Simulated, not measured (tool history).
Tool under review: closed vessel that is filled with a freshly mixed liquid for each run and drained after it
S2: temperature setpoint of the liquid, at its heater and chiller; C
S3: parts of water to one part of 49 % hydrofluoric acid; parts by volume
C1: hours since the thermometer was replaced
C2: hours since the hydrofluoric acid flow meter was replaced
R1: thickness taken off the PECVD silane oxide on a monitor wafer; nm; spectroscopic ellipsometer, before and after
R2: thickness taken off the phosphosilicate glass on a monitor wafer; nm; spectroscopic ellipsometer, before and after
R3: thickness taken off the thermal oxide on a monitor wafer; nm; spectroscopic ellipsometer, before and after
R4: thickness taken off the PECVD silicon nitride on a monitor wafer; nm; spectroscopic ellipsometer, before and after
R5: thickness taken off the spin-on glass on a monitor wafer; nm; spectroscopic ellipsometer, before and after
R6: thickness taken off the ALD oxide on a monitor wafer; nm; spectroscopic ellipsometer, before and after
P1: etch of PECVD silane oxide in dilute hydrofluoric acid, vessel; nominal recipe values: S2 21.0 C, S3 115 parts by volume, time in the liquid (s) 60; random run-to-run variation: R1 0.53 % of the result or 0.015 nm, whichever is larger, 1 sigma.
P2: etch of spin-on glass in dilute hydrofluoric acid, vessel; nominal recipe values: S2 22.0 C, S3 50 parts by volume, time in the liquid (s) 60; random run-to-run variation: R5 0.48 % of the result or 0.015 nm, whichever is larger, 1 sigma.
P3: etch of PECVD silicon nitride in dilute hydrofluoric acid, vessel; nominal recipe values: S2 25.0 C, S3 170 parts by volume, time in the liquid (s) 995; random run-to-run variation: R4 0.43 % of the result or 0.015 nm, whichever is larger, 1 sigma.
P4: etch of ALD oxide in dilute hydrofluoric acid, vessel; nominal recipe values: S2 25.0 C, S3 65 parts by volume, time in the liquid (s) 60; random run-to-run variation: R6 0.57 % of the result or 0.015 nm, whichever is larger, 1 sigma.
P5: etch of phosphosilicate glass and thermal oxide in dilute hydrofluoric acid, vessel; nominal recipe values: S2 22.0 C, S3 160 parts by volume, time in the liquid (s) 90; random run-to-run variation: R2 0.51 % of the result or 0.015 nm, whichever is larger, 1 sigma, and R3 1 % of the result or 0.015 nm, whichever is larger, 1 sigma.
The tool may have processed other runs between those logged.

{"run": 1, "hour": 5.9, "process that ran": "P1", "S2": 21.0, "S3": 115, "time in the liquid (s)": 60, "C1": 276.0, "C2": 216.5, "R1": 10.113}
{"run": 2, "hour": 11.7, "process that ran": "P5", "S2": 22.0, "S3": 245, "time in the liquid (s)": 90, "C1": 281.8, "C2": 222.3, "R2": 17.435, "R3": 1.4232}
{"run": 3, "hour": 16.9, "process that ran": "P1", "S2": 26.5, "S3": 115, "time in the liquid (s)": 60, "C1": 287.0, "C2": 227.5, "R1": 12.533}
{"run": 4, "hour": 20.7, "process that ran": "P3", "S2": 25.0, "S3": 270, "time in the liquid (s)": 995, "C1": 290.8, "C2": 231.3, "R4": 6.6576}
{"run": 5, "hour": 25.4, "process that ran": "P1", "S2": 21.0, "S3": 160, "time in the liquid (s)": 60, "C1": 295.5, "C2": 236.0, "R1": 6.8776}
{"run": 6, "hour": 32.6, "process that ran": "P3", "S2": 25.0, "S3": 170, "time in the liquid (s)": 995, "C1": 302.7, "C2": 243.2, "R4": 10.541}
{"run": 7, "hour": 37.4, "process that ran": "P1", "S2": 17.0, "S3": 115, "time in the liquid (s)": 60, "C1": 307.5, "C2": 248.0, "R1": 8.5586}
{"run": 8, "hour": 41.6, "process that ran": "P3", "S2": 30.5, "S3": 170, "time in the liquid (s)": 995, "C1": 311.7, "C2": 252.2, "R4": 14.693}
{"run": 9, "hour": 46.7, "process that ran": "P1", "S2": 21.0, "S3": 115, "time in the liquid (s)": 60, "C1": 316.8, "C2": 257.3, "R1": 9.9307}
{"run": 10, "hour": 50.5, "process that ran": "P2", "S2": 22.0, "S3": 50, "time in the liquid (s)": 105, "C1": 320.6, "C2": 261.1, "R5": 85.827}
{"run": 11, "hour": 54.5, "process that ran": "P5", "S2": 22.0, "S3": 160, "time in the liquid (s)": 165, "C1": 324.6, "C2": 265.1, "R2": 54.07, "R3": 4.256}
{"run": 12, "hour": 59.0, "process that ran": "P1", "S2": 21.0, "S3": 115, "time in the liquid (s)": 60, "C1": 329.1, "C2": 269.6, "R1": 10.128}
{"run": 13, "hour": 63.3, "process that ran": "P1", "S2": 21.0, "S3": 45, "time in the liquid (s)": 60, "C1": 333.4, "C2": 273.9, "R1": 28.037}
{"run": 14, "hour": 68.4, "process that ran": "P4", "S2": 25.0, "S3": 65, "time in the liquid (s)": 60, "C1": 338.5, "C2": 279.0, "R6": 17.375}
{"run": 15, "hour": 73.0, "process that ran": "P2", "S2": 17.0, "S3": 50, "time in the liquid (s)": 60, "C1": 343.1, "C2": 283.6, "R5": 39.684}
{"run": 16, "hour": 79.8, "process that ran": "P4", "S2": 30.0, "S3": 65, "time in the liquid (s)": 60, "C1": 349.9, "C2": 290.4, "R6": 21.182}
{"run": 17, "hour": 86.6, "process that ran": "P1", "S2": 21.0, "S3": 30, "time in the liquid (s)": 110, "C1": 356.7, "C2": 297.2, "R1": 78.065}
{"run": 18, "hour": 93.7, "process that ran": "P2", "S2": 22.0, "S3": 50, "time in the liquid (s)": 60, "C1": 363.8, "C2": 304.3, "R5": 49.136}
{"run": 19, "hour": 99.0, "process that ran": "P2", "S2": 22.0, "S3": 50, "time in the liquid (s)": 60, "C1": 369.1, "C2": 309.6, "R5": 49.015}

Run 20 has not been measured yet. What should we expect?
{"run": 20, "hour": 103.2, "process that ran": "P1", "S2": 28.0, "S3": 115, "time in the liquid (s)": 110, "C1": 373.3, "C2": 313.8, "R1": "?"}

R1: 24.1450 nm

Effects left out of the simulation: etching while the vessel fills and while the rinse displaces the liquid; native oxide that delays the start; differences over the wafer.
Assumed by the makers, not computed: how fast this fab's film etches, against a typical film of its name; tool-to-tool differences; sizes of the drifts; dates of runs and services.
